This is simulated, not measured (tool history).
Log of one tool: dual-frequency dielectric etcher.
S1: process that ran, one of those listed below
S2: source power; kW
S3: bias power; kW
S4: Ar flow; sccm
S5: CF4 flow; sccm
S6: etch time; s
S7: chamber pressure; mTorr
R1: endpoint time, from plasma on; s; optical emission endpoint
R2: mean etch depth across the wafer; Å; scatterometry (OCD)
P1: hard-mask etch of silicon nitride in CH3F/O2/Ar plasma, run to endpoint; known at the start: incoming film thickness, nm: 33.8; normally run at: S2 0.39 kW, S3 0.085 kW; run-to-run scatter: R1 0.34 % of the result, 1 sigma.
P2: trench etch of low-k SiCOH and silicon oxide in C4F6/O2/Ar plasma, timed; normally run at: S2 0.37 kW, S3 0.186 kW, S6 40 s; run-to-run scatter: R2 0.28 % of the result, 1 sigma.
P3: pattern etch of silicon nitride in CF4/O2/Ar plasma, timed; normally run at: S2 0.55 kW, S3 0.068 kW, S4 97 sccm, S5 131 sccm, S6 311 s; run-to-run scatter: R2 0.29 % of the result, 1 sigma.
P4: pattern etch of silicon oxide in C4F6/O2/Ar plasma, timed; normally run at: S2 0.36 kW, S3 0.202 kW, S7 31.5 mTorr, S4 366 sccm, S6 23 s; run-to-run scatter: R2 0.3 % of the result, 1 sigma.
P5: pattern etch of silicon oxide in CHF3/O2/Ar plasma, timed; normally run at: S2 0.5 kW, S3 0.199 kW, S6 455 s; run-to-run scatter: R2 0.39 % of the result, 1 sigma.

Run 1, hour 3.2: S1 P1, S2 0.39 kW, S3 0.085 kW. Result: R1 46.018 s.
Run 2, hour 6.3: S1 P3, S2 0.55 kW, S3 0.068 kW, S4 97 sccm, S5 131 sccm, S6 228.5 s. Result: R2 5497.2 Å.
Run 3, hour 8.7: S1 P2, S2 0.3 kW, S3 0.186 kW, S6 40 s. Result: R2 1107.8 Å.
Run 4, hour 10.8: S1 P1, S2 0.39 kW, S3 0.065 kW. Result: R1 50.625 s.
Run 5, hour 15: S1 P3, S2 0.55 kW, S3 0.068 kW, S4 97 sccm, S5 131 sccm, S6 311 s. Result: R2 7526.3 Å.
Run 6, hour 18.6: S1 P1, S2 0.31 kW, S3 0.11 kW. Result: R1 45.676 s.
Run 7, hour 22.3: S1 P2, S2 0.37 kW, S3 0.186 kW, S6 30 s. Result: R2 903.94 Å.
Run 8, hour 24.8: S1 P1, S2 0.39 kW, S3 0.105 kW. Result: R1 42.539 s.
Run 9, hour 26.8: S1 P3, S2 0.55 kW, S3 0.068 kW, S4 97 sccm, S5 102 sccm, S6 311 s. Result: R2 7350.1 Å.
Run 10, hour 31.5: S1 P4, S2 0.21 kW, S3 0.202 kW, S4 366 sccm, S6 23 s, S7 31.5 mTorr. Result: R2 571.41 Å.
Run 11, hour 33.6: S1 P2, S2 0.37 kW, S3 0.186 kW, S6 40 s. Result: R2 1197.4 Å.
Run 12, hour 37.6: S1 P1, S2 0.56 kW, S3 0.085 kW. Result: R1 40.274 s.
Run 13, hour 41.5: S1 P1, S2 0.39 kW, S3 0.085 kW. Result: R1 46.032 s.
Run 14, hour 43.6: S1 P5, S2 0.4 kW, S3 0.199 kW, S6 455 s. Result: R2 7931.9 Å.
Run 15, hour 48: S1 P1, S2 0.39 kW, S3 0.085 kW. Result: R1 45.974 s.
Run 16, hour 51: S1 P5, S2 0.5 kW, S3 0.199 kW, S6 455 s. Result: R2 8609.2 Å.
At hour 53: wet clean of the chamber.
Run 17, hour 54.9: S1 P2, S2 0.37 kW, S3 0.135 kW, S6 40 s. Result: R2 1089.1 Å.
Run 18, hour 58.8: S1 P4, S2 0.36 kW, S3 0.202 kW, S4 490 sccm, S6 23 s, S7 31.5 mTorr. Result: R2 675.44 Å.
Run 19, hour 60.9: S1 P2, S2 0.37 kW, S3 0.186 kW, S6 40 s. Result: R2 1201.9 Å.
Run 20, hour 63.8: S1 P5, S2 0.5 kW, S3 0.199 kW, S6 344.5 s. Result: R2 6550.9 Å.
Run 21, hour 67.2: S1 P5, S2 0.5 kW, S3 0.199 kW, S6 455 s. Result: R2 8634.9 Å.
Run 22, hour 70.2: S1 P3, S2 0.55 kW, S3 0.068 kW, S4 69 sccm, S5 131 sccm, S6 311 s. Result: R2 7778 Å.
Run 23, hour 72.9: S1 P3, S2 0.55 kW, S3 0.041 kW, S4 97 sccm, S5 131 sccm, S6 311 s. Result: R2 6242.3 Å.
Run 24, hour 77: S1 P5, S2 0.5 kW, S3 0.235 kW, S6 455 s. Result: R2 9172.4 Å.
Run 25, hour 81.1: S1 P4, S2 0.36 kW, S3 0.149 kW, S4 366 sccm, S6 23 s, S7 31.5 mTorr. Result: R2 638.21 Å.
Run 26, hour 83.3: S1 P4, S2 0.36 kW, S3 0.202 kW, S4 366 sccm, S6 34 s, S7 31.5 mTorr. Result: R2 1029.6 Å.
Run 27, hour 87.6: S1 P1, S2 0.39 kW, S3 0.085 kW. Result: R1 45.903 s.
At hour 90.7: source power generator calibrated.
Run 28, hour 92.2: S1 P1, S2 0.26 kW, S3 0.085 kW. Result: R1 53.479 s.
Run 29, hour 96.9: S1 P1, S2 0.39 kW, S3 0.085 kW. Result: R1 46.061 s.
Run 30, hour 100.9: S1 P3, S2 0.42 kW, S3 0.068 kW, S4 97 sccm, S5 131 sccm, S6 311 s. Result: R2 5920.6 Å.
Run 31, hour 104.9: S1 P4, S2 0.36 kW, S3 0.202 kW, S4 366 sccm, S6 23 s, S7 31.5 mTorr. Result: R2 700.76 Å.
Run 32, hour 107.7: S1 P4, S2 0.36 kW, S3 0.202 kW, S4 366 sccm, S6 23 s, S7 40 mTorr. Result: R2 679.59 Å.
Run 33, hour 110.8: S1 P1, S2 0.39 kW, S3 0.085 kW. Result: R1 46.278 s.
Run 34, hour 114: S1 P1, S2 0.39 kW, S3 0.085 kW. Result: R1 46.08 s.
Run 35, hour 118.1: S1 P1, S2 0.39 kW, S3 0.085 kW. Result: R1 45.704 s.
Run 36, hour 121.7: S1 P1, S2 0.39 kW, S3 0.085 kW. Result: R1 45.468 s.
Run 37, hour 125.5: S1 P1, S2 0.39 kW, S3 0.085 kW. Result: R1 45.56 s.
Run 38, hour 129.1: S1 P1, S2 0.39 kW, S3 0.085 kW. Result: R1 45.522 s.
At hour 129.5: wet clean of the chamber.
Run 39, hour 133.4: S1 P1, S2 0.39 kW, S3 0.085 kW. Result: R1 45.417 s.
Run 40, hour 135.7: S1 P1, S2 0.39 kW, S3 0.085 kW. Result: R1 45.214 s.
Run 41, hour 138.3: S1 P1, S2 0.39 kW, S3 0.085 kW. Result: R1 45.32 s.
Run 42, hour 142.4: S1 P1, S2 0.39 kW, S3 0.085 kW. Result: R1 45.236 s.
Run 43, hour 145.8: S1 P1, S2 0.39 kW, S3 0.085 kW. Result: R1 45.109 s.

What P1 gives has crept away from where it was. These 2 causes fit the log equally well, each at the size given:
A: source power that arrives over what is set, % = 4.65
B: bias power that arrives over what is set, % = 4.89
The creep began at about hour 114.
Why every other cause is out:
chamber walls in a state that raises the etch rate, %: serviced at hour 129.5, which brought nothing back

4 check runs are offered, one wafer each, their results left as question marks. Which one tells the causes apart?
Run check 1, hour 149.2: S1 P3, S2 0.55 kW, S3 0.068 kW, S4 97 sccm, S5 131 sccm, S6 311 s. Result: R2 ?.
Run check 2, hour 149.2: S1 P5, S2 0.5 kW, S3 0.199 kW, S6 455 s. Result: R2 ?.
Run check 3, hour 149.2: S1 P2, S2 0.37 kW, S3 0.186 kW, S6 40 s. Result: R2 ?.
Run check 4, hour 149.2: S1 P4, S2 0.36 kW, S3 0.202 kW, S4 366 sccm, S6 23 s, S7 31.5 mTorr. Result: R2 ?.

What each check would give under each cause:
  check  result    if A    if B
check 1      R2    7815  7650.8
check 2      R2  8787.3  8782.2
check 3      R2  1225.3  1222.5
check 4      R2  712.63  711.27
How far apart the two closest causes lie, in the result that separates them most: check 1 2.12 %; check 2 0.06 %; check 3 0.23 %; check 4 0.19 %
Only check 1 tells the causes apart: in the others they would give nearly the same result.

Check 1 was then run and gave: R2 7638.2 Å. Which cause is it?

It is B: bias power that arrives over what is set, %.
